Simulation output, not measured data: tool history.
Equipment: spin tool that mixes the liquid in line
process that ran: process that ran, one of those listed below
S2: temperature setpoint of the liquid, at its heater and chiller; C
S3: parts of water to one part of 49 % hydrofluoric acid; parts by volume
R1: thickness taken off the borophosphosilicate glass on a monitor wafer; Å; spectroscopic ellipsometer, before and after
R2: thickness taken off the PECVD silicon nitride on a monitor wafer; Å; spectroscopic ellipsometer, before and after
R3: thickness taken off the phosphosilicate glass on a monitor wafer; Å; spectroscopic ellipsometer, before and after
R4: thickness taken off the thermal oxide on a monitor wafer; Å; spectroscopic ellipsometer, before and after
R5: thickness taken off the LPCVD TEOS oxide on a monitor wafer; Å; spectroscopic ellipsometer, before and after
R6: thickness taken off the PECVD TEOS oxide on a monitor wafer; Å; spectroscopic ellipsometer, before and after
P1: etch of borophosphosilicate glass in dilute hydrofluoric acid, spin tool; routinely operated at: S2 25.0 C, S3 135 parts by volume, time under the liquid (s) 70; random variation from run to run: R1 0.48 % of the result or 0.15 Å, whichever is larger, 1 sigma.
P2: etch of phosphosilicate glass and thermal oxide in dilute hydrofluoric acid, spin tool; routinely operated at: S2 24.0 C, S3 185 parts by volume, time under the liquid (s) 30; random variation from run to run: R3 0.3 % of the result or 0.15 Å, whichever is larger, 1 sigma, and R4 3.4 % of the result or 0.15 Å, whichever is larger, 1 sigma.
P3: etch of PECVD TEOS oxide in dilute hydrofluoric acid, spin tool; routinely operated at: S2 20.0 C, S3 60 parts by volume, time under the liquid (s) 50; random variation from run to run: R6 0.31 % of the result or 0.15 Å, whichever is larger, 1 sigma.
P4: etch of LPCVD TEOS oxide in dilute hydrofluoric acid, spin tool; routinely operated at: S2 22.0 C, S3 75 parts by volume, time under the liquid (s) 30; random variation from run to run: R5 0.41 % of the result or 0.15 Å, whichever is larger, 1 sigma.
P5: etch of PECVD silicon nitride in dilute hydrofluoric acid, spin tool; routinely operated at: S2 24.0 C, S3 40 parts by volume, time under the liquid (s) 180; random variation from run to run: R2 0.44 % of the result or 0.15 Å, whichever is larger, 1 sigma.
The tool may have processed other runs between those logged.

Run 1, day 0.150: process that ran P1, S2 25.0 C, S3 135 parts by volume, time under the liquid (s) 70. Result: R1 181.650 Å.
Run 2, day 0.371: process that ran P5, S2 24.0 C, S3 40 parts by volume, time under the liquid (s) 335. Result: R2 138.390 Å.
Run 3, day 0.629: process that ran P2, S2 17.5 C, S3 185 parts by volume, time under the liquid (s) 30. Result: R3 144.96 Å, R4 5.5173 Å.
Run 4, day 0.833: process that ran P4, S2 22.0 C, S3 30 parts by volume, time under the liquid (s) 30. Result: R5 559.96 Å.
Run 5, day 1.100: process that ran P4, S2 22.0 C, S3 75 parts by volume, time under the liquid (s) 30. Result: R5 213.78 Å.
Run 6, day 1.350: process that ran P1, S2 25.0 C, S3 80 parts by volume, time under the liquid (s) 40. Result: R1 186.900 Å.
Run 7, day 1.658: process that ran P1, S2 25.0 C, S3 245 parts by volume, time under the liquid (s) 35. Result: R1 44.498 Å.
Run 8, day 1.904: process that ran P1, S2 25.0 C, S3 135 parts by volume, time under the liquid (s) 70. Result: R1 182.310 Å.
Run 9, day 2.217: process that ran P5, S2 24.0 C, S3 40 parts by volume, time under the liquid (s) 180. Result: R2 74.617 Å.
Run 10, day 2.375: process that ran P3, S2 20.0 C, S3 60 parts by volume, time under the liquid (s) 50. Result: R6 129.960 Å.
Run 11, day 2.658: process that ran P5, S2 29.5 C, S3 40 parts by volume, time under the liquid (s) 180. Result: R2 107.270 Å.
Run 12, day 2.858: process that ran P3, S2 20.0 C, S3 105 parts by volume, time under the liquid (s) 50. Result: R6 70.172 Å.
Run 13, day 3.129: process that ran P5, S2 24.0 C, S3 70 parts by volume, time under the liquid (s) 180. Result: R2 43.142 Å.
Run 14, day 3.354: process that ran P2, S2 24.0 C, S3 120 parts by volume, time under the liquid (s) 30. Result: R3 308.37 Å, R4 12.0760 Å.
Run 15, day 3.500: process that ran P1, S2 18.0 C, S3 135 parts by volume, time under the liquid (s) 70. Result: R1 137.210 Å.
Run 16, day 3.758: process that ran P3, S2 17.0 C, S3 60 parts by volume, time under the liquid (s) 50. Result: R6 113.790 Å.
At day 3.883: thermometer replaced.
Run 17, day 4.075: process that ran P1, S2 25.0 C, S3 80 parts by volume, time under the liquid (s) 105. Result: R1 486.120 Å.
Run 18, day 4.262: process that ran P2, S2 24.0 C, S3 185 parts by volume, time under the liquid (s) 30. Result: R3 186.04 Å, R4 7.4149 Å.
Run 19, day 4.467: process that ran P1, S2 25.0 C, S3 135 parts by volume, time under the liquid (s) 125. Result: R1 322.550 Å.
Run 20, day 4.729: process that ran P3, S2 20.0 C, S3 60 parts by volume, time under the liquid (s) 15. Result: R6 38.987 Å.
Run 21, day 5.008: process that ran P1, S2 25.0 C, S3 135 parts by volume, time under the liquid (s) 70. Result: R1 180.580 Å.
Run 22, day 5.246: process that ran P1, S2 25.0 C, S3 135 parts by volume, time under the liquid (s) 70. Result: R1 179.290 Å.
Run 23, day 5.442: process that ran P4, S2 28.5 C, S3 75 parts by volume, time under the liquid (s) 30. Result: R5 274.25 Å.
Run 24, day 5.725: process that ran P1, S2 25.0 C, S3 195 parts by volume, time under the liquid (s) 70. Result: R1 116.940 Å.
Run 25, day 5.946: process that ran P1, S2 25.0 C, S3 80 parts by volume, time under the liquid (s) 70. Result: R1 328.840 Å.
Run 26, day 6.212: process that ran P1, S2 25.0 C, S3 135 parts by volume, time under the liquid (s) 70. Result: R1 179.980 Å.
Run 27, day 6.421: process that ran P1, S2 31.5 C, S3 135 parts by volume, time under the liquid (s) 70. Result: R1 229.700 Å.
Run 28, day 6.671: process that ran P5, S2 24.0 C, S3 40 parts by volume, time under the liquid (s) 180. Result: R2 74.708 Å.
Run 29, day 6.850: process that ran P4, S2 22.0 C, S3 75 parts by volume, time under the liquid (s) 15. Result: R5 105.95 Å.
Run 30, day 7.158: process that ran P1, S2 25.0 C, S3 135 parts by volume, time under the liquid (s) 35. Result: R1 91.507 Å.
Run 31, day 7.329: process that ran P2, S2 24.0 C, S3 185 parts by volume, time under the liquid (s) 60. Result: R3 370.75 Å, R4 13.9860 Å.
Run 32, day 7.512: process that ran P1, S2 25.0 C, S3 135 parts by volume, time under the liquid (s) 70. Result: R1 181.440 Å.
Run 33, day 7.658: process that ran P1, S2 25.0 C, S3 135 parts by volume, time under the liquid (s) 70. Result: R1 178.150 Å.
Run 34, day 7.962: process that ran P1, S2 25.0 C, S3 135 parts by volume, time under the liquid (s) 70. Result: R1 174.750 Å.
Run 35, day 8.238: process that ran P1, S2 25.0 C, S3 135 parts by volume, time under the liquid (s) 70. Result: R1 171.660 Å.
Run 36, day 8.488: process that ran P1, S2 25.0 C, S3 135 parts by volume, time under the liquid (s) 70. Result: R1 171.990 Å.
Run 37, day 8.675: process that ran P1, S2 25.0 C, S3 135 parts by volume, time under the liquid (s) 70. Result: R1 171.810 Å.
Run 38, day 8.825: process that ran P1, S2 25.0 C, S3 135 parts by volume, time under the liquid (s) 70. Result: R1 170.350 Å.
Run 39, day 9.008: process that ran P1, S2 25.0 C, S3 135 parts by volume, time under the liquid (s) 70. Result: R1 170.020 Å.
Run 40, day 9.288: process that ran P1, S2 25.0 C, S3 135 parts by volume, time under the liquid (s) 70. Result: R1 170.900 Å.
Run 41, day 9.567: process that ran P1, S2 25.0 C, S3 135 parts by volume, time under the liquid (s) 70. Result: R1 169.700 Å.
Run 42, day 9.892: process that ran P1, S2 25.0 C, S3 135 parts by volume, time under the liquid (s) 70. Result: R1 170.020 Å.
Run 43, day 10.112: process that ran P1, S2 25.0 C, S3 135 parts by volume, time under the liquid (s) 70. Result: R1 169.460 Å.

The output of P1 has drifted from where it used to be. Each of the 2 causes below, taken at the size shown beside it, accounts for the log equally well:
A: hydrofluoric acid flow below the setpoint (%) = 5.39
B: liquid colder than its thermometer reads (K) = 1.68
The gradual shift began around day 7.512.

Of the 4 check runs listed below, each run on one wafer and each result written as a question mark, which would let you distinguish the listed causes because they would give clearly different results?
Run check 1, day 10.333: process that ran P3, S2 20.0 C, S3 85 parts by volume, time under the liquid (s) 15. Result: R6 ?.
Run check 2, day 10.333: process that ran P2, S2 24.0 C, S3 185 parts by volume, time under the liquid (s) 45. Result: R3 ?, R4 ?.
Run check 3, day 10.333: process that ran P5, S2 28.5 C, S3 40 parts by volume, time under the liquid (s) 180. Result: R2 ?.
Run check 4, day 10.333: process that ran P4, S2 22.0 C, S3 75 parts by volume, time under the liquid (s) 15. Result: R5 ?.

Outcome of each check run for each possible cause:
  check  result     if A     if B
check 1      R6   25.132   24.899
check 2      R3   260.69   261.63
check 2      R4  10.0620  10.0980
check 3      R2   95.224   89.997
check 4      R5   99.824   98.939
Per-check spread between the two closest causes, in the result where they differ most: check 1 0.93 %; check 2 0.36 %; check 3 5.65 %; check 4 0.89 %
Of the check runs offered, only check 3 discriminates between the causes; the rest would read about the same regardless of which cause applies.

The results of check 3 are: R2 90.228 Å. Based on these, which of the listed causes is it?

The correct cause is B, namely: liquid colder than its thermometer reads (K).

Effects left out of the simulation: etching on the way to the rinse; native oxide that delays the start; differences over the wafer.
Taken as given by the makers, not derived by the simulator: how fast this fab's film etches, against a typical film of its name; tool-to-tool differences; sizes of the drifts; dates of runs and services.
